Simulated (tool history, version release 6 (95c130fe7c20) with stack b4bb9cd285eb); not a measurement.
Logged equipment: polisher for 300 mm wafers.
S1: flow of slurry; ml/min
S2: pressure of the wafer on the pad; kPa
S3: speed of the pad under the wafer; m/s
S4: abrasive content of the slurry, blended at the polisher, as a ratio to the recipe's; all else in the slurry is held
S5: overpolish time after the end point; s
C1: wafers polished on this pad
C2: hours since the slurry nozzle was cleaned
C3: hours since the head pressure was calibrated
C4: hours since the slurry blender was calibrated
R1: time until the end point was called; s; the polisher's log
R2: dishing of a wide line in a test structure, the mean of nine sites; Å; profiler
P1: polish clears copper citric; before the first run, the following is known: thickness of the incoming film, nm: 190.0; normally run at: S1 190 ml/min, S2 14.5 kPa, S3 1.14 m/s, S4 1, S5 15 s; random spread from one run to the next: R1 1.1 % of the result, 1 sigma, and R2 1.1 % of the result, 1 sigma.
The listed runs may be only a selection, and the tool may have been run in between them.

{"run": 1, "hour": 4.3, "S1": 190, "S2": 14.5, "S3": 1.14, "S4": 1, "S5": 15, "C1": 143, "C2": 72.3, "C3": 418.7, "C4": 124.5, "R1": 112.81, "R2": 143.56}
{"run": 2, "hour": 8.2, "S1": 190, "S2": 22.1, "S3": 1.14, "S4": 1, "S5": 15, "C1": 178, "C2": 76.2, "C3": 422.6, "C4": 128.4, "R1": 75.472, "R2": 186.45}
{"run": 3, "hour": 14.5, "S1": 190, "S2": 14.5, "S3": 1.14, "S4": 1, "S5": 6, "C1": 235, "C2": 82.5, "C3": 428.9, "C4": 134.7, "R1": 112.17, "R2": 71.415}
{"run": 4, "hour": 22.1, "S1": 190, "S2": 14.5, "S3": 1.82, "S4": 1, "S5": 15, "C1": 304, "C2": 90.1, "C3": 436.5, "C4": 142.3, "R1": 71.12, "R2": 189.3}
{"run": 5, "hour": 26.5, "S1": 190, "S2": 14.5, "S3": 1.14, "S4": 1, "S5": 15, "C1": 344, "C2": 94.5, "C3": 440.9, "C4": 146.7, "R1": 111.32, "R2": 143.18}
{"run": 6, "hour": 31.9, "S1": 190, "S2": 14.5, "S3": 1.14, "S4": 1, "S5": 15, "C1": 393, "C2": 99.9, "C3": 446.3, "C4": 152.1, "R1": 110.34, "R2": 142.88}
{"run": 7, "hour": 36.4, "S1": 295, "S2": 14.5, "S3": 1.14, "S4": 1, "S5": 15, "C1": 434, "C2": 104.4, "C3": 450.8, "C4": 156.6, "R1": 106.25, "R2": 148.11}
{"run": 8, "hour": 41.2, "S1": 120, "S2": 14.5, "S3": 1.14, "S4": 1, "S5": 15, "C1": 477, "C2": 109.2, "C3": 455.6, "C4": 161.4, "R1": 122.13, "R2": 137.01}
{"run": 9, "hour": 47.4, "S1": 115, "S2": 14.5, "S3": 1.14, "S4": 1.4, "S5": 15, "C1": 533, "C2": 115.4, "C3": 461.8, "C4": 167.6, "R1": 115.5, "R2": 142.56}
{"run": 10, "hour": 53.0, "S1": 190, "S2": 9.7, "S3": 1.14, "S4": 1, "S5": 15, "C1": 584, "C2": 121, "C3": 467.4, "C4": 173.2, "R1": 167.79, "R2": 106.26}
{"run": 11, "hour": 58.4, "S1": 190, "S2": 14.5, "S3": 0.76, "S4": 1, "S5": 15, "C1": 633, "C2": 126.4, "C3": 472.8, "C4": 178.6, "R1": 169.08, "R2": 108.17}
{"run": 12, "hour": 65.0, "S1": 190, "S2": 14.5, "S3": 1.14, "S4": 1, "S5": 15, "C1": 693, "C2": 133, "C3": 479.4, "C4": 185.2, "R1": 110.18, "R2": 144.23}
{"run": 13, "hour": 69.1, "S1": 190, "S2": 14.5, "S3": 0.7, "S4": 1, "S5": 4, "C1": 730, "C2": 137.1, "C3": 483.5, "C4": 189.3, "R1": 179.12, "R2": 32.289}
{"run": 14, "hour": 75.6, "S1": 190, "S2": 14.5, "S3": 1.14, "S4": 1, "S5": 30, "C1": 789, "C2": 143.6, "C3": 490, "C4": 195.8, "R1": 112.73, "R2": 212.3}
{"run": 15, "hour": 79.4, "S1": 190, "S2": 14.5, "S3": 1.14, "S4": 1.25, "S5": 15, "C1": 823, "C2": 147.4, "C3": 493.8, "C4": 199.6, "R1": 105.39, "R2": 147.01}
{"run": 16, "hour": 84.6, "S1": 190, "S2": 14.5, "S3": 1.14, "S4": 0.55, "S5": 15, "C1": 870, "C2": 152.6, "C3": 499, "C4": 204.8, "R1": 126.79, "R2": 132.09}

Run 17 has not been measured yet. What should we expect?
{"run": 17, "hour": 89.2, "S1": 190, "S2": 14.5, "S3": 1.14, "S4": 1, "S5": 15, "C1": 912, "C2": 157.2, "C3": 503.6, "C4": 209.4, "R1": "?", "R2": "?"}

R1: 110.99 s
R2: 143.43 Å
